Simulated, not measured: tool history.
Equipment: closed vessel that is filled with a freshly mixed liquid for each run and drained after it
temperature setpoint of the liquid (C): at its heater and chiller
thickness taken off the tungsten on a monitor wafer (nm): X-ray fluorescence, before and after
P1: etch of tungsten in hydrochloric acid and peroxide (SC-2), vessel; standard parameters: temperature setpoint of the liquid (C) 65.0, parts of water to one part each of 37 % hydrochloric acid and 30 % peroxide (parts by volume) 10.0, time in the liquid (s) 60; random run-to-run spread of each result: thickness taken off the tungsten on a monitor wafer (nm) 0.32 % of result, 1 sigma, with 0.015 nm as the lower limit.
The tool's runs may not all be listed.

run	day	temperature setpoint of the liquid (C)	parts of water to one part each of 37 % hydrochloric acid and 30 % peroxide (parts by volume)	time in the liquid (s)	hours since the thermometer was replaced	hours since the chemicals flow meter was replaced	hours since the drum of peroxide was connected	thickness taken off the tungsten on a monitor wafer (nm)
1	0.188	65.0	10.0	60	1482.9	306.3	189.1	46.033
2	0.342	65.0	10.0	105	1486.6	310.0	192.8	81.024
3	0.550	65.0	10.0	60	1491.6	315.0	197.8	46.228
4	0.733	65.0	10.0	60	1496.0	319.4	202.2	46.123
5	1.012	65.0	10.0	60	1502.7	326.1	208.9	46.343
6	1.317	72.0	10.0	60	1510.0	333.4	216.2	70.172
7	1.633	72.0	5.5	60	1517.6	341.0	223.8	112.840
8	1.867	65.0	4.0	60	1523.2	346.6	229.4	92.299
9	2.162	65.0	10.0	30	1530.3	353.7	236.5	23.171
10	2.458	53.5	4.0	60	1537.4	360.8	243.6	44.763
11	2.608	65.0	18.0	60	1541.0	364.4	247.2	27.726
# day 2.700: thermometer replaced
12	2.858	65.0	10.0	60	3.8	370.4	253.2	46.232
13	3.167	49.5	10.0	60	11.2	377.8	260.6	17.199

Predict the results of run 14:
14	3.471	72.0	10.0	30	18.5	385.1	267.9	?

For run 14 the tool returned thickness taken off the tungsten on a monitor wafer (nm) 35.080.

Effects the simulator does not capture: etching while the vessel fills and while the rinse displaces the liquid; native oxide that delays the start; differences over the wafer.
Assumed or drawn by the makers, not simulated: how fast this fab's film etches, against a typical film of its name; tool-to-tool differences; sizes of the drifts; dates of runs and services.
